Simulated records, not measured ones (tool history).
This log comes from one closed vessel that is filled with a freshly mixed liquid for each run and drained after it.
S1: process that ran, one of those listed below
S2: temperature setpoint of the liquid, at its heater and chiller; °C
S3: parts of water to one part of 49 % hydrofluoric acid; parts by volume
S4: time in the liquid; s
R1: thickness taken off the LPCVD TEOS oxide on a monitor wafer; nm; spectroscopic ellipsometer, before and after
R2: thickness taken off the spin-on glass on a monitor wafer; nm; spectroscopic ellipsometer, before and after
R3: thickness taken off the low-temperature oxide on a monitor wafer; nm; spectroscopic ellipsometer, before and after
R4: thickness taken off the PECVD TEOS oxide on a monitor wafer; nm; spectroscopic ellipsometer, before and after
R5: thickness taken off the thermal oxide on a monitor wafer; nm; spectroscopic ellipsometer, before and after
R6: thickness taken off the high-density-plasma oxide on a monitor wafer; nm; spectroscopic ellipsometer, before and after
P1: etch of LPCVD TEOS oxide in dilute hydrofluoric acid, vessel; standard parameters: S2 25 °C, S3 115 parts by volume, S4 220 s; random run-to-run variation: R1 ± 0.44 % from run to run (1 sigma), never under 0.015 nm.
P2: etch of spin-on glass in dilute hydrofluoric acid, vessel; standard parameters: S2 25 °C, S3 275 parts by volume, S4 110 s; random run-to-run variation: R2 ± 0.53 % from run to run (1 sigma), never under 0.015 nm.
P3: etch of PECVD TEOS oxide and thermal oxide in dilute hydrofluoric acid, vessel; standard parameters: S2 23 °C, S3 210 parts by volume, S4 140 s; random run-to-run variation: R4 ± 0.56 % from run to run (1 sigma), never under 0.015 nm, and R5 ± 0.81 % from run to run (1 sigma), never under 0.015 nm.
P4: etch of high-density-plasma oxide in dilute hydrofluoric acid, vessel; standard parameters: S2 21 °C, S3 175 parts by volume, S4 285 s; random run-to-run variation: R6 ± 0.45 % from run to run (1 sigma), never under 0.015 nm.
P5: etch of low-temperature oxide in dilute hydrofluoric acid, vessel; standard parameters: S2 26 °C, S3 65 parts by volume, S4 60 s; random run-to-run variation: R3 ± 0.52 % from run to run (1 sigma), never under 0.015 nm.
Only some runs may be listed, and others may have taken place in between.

| run | hour | S1 | S2 | S3 | S4 | R1 | R2 | R3 | R4 | R5 | R6 |
|---|---|---|---|---|---|---|---|---|---|---|---|
| 1 | 16.1 | P1 | 25 | 115 | 220 | 50.226 |  |  |  |  |  |
| 2 | 30.5 | P2 | 25 | 275 | 215 |  | 21.345 |  |  |  |  |
| 3 | 39.8 | P5 | 26 | 25 | 60 |  |  | 43.257 |  |  |  |
| 4 | 51.3 | P1 | 30 | 185 | 220 | 34.594 |  |  |  |  |  |
| 5 | 64.8 | P1 | 25 | 115 | 220 | 50.581 |  |  |  |  |  |
| 6 | 73.5 | P3 | 23 | 50 | 140 |  |  |  | 36.594 | 14.146 |  |
| 7 | 91.3 | P1 | 30.5 | 115 | 220 | 62.087 |  |  |  |  |  |
| 8 | 99.2 | P2 | 25 | 275 | 110 |  | 10.857 |  |  |  |  |
| 9 | 108 | P3 | 19 | 210 | 140 |  |  |  | 6.2099 | 2.4226 |  |
| 10 | 125.6 | P4 | 21 | 175 | 505 |  |  |  |  |  | 11.394 |
| 11 | 142.3 | P1 | 31 | 115 | 420 | 121.2 |  |  |  |  |  |
| 12 | 155.1 | P5 | 26 | 65 | 60 |  |  | 15.814 |  |  |  |
| 13 | 164.3 | P3 | 23 | 210 | 215 |  |  |  | 11.235 | 4.3246 |  |
| 14 | 177.3 | P2 | 25 | 275 | 110 |  | 10.819 |  |  |  |  |
| 15 | 188.3 | P1 | 25 | 115 | 220 | 50.401 |  |  |  |  |  |
| 16 | 197.3 | P1 | 19 | 115 | 220 | 39.675 |  |  |  |  |  |
|  | 202.8 | thermometer replaced |
| 17 | 207.4 | P3 | 23 | 210 | 140 |  |  |  | 7.2841 | 2.7893 |  |
| 18 | 224.3 | P1 | 25 | 115 | 220 | 50.616 |  |  |  |  |  |
| 19 | 232.3 | P1 | 25 | 25 | 220 | 263.11 |  |  |  |  |  |
| 20 | 248.7 | P2 | 25 | 490 | 110 |  | 4.9942 |  |  |  |  |
| 21 | 266.1 | P4 | 21 | 290 | 285 |  |  |  |  |  | 3.4605 |
| 22 | 282.6 | P4 | 21 | 175 | 285 |  |  |  |  |  | 6.4449 |
| 23 | 294.8 | P5 | 34 | 65 | 60 |  |  | 21.452 |  |  |  |
| 24 | 304 | P2 | 32.5 | 275 | 110 |  | 14.064 |  |  |  |  |
| 25 | 319.5 | P1 | 25 | 115 | 320 | 72.82 |  |  |  |  |  |
| 26 | 334.6 | P4 | 29 | 175 | 285 |  |  |  |  |  | 8.5539 |
| 27 | 348.1 | P1 | 25 | 195 | 220 | 27.245 |  |  |  |  |  |
| 28 | 358.7 | P5 | 26 | 65 | 115 |  |  | 30.109 |  |  |  |
| 29 | 376.4 | P1 | 25 | 115 | 30 | 6.8741 |  |  |  |  |  |
| 30 | 385 | P1 | 25 | 205 | 35 | 4.0528 |  |  |  |  |  |
| 31 | 395.7 | P1 | 25 | 115 | 220 | 50.032 |  |  |  |  |  |
| 32 | 404.3 | P1 | 25 | 115 | 220 | 50.78 |  |  |  |  |  |
| 33 | 421.7 | P1 | 25 | 115 | 220 | 47.844 |  |  |  |  |  |
| 34 | 432.2 | P1 | 25 | 115 | 220 | 46.828 |  |  |  |  |  |
| 35 | 441.7 | P1 | 25 | 115 | 220 | 46.98 |  |  |  |  |  |
| 36 | 458.4 | P1 | 25 | 115 | 220 | 46.679 |  |  |  |  |  |
| 37 | 466.7 | P1 | 25 | 115 | 220 | 46.505 |  |  |  |  |  |
| 38 | 481.7 | P1 | 25 | 115 | 220 | 45.973 |  |  |  |  |  |

The log shows P1 creeping away from where it was. Any of the 2 causes listed here, at the size stated for it, fits the log just as well as the others:
A: liquid colder than its thermometer reads (K) = 2.23
B: hydrofluoric acid flow below the setpoint (%) = 7.35
Creep in the process output first set in at about hour 404.3.

Consider the 4 check runs below, whose results appear as question marks and each of which averages 2 wafers. Which one distinguishes the causes, in that each cause would give it a clearly different result?
| check 1 | 496.7 | P5 | 33.5 | 65 | 90 |  |  | ? |  |  |  |
| check 2 | 496.7 | P3 | 23 | 125 | 140 |  |  |  | ? | ? |  |
| check 3 | 496.7 | P4 | 21 | 225 | 390 |  |  |  |  |  | ? |
| check 4 | 496.7 | P2 | 32.5 | 275 | 205 |  | ? |  |  |  |  |

Expected result of each check under each candidate cause:
| check | result | if A | if B |
|---|---|---|---|
| check 1 | R3 | 29.038 | 29.032 |
| check 2 | R4 | 12.27 | 12.28 |
| check 2 | R5 | 4.7137 | 4.7174 |
| check 3 | R6 | 5.9321 | 5.8809 |
| check 4 | R2 | 24.183 | 23.465 |
Minimum pairwise separation of causes per check, each pair taken at its best-separating result: check 1 0.02 %; check 2 0.08 %; check 3 0.87 %; check 4 3.01 %
Only check 4 tells the causes apart: in the others they would give nearly the same result.

Then check 4 was run and gave: R2 23.476 nm. Which cause is it?

It is B: hydrofluoric acid flow below the setpoint (%).

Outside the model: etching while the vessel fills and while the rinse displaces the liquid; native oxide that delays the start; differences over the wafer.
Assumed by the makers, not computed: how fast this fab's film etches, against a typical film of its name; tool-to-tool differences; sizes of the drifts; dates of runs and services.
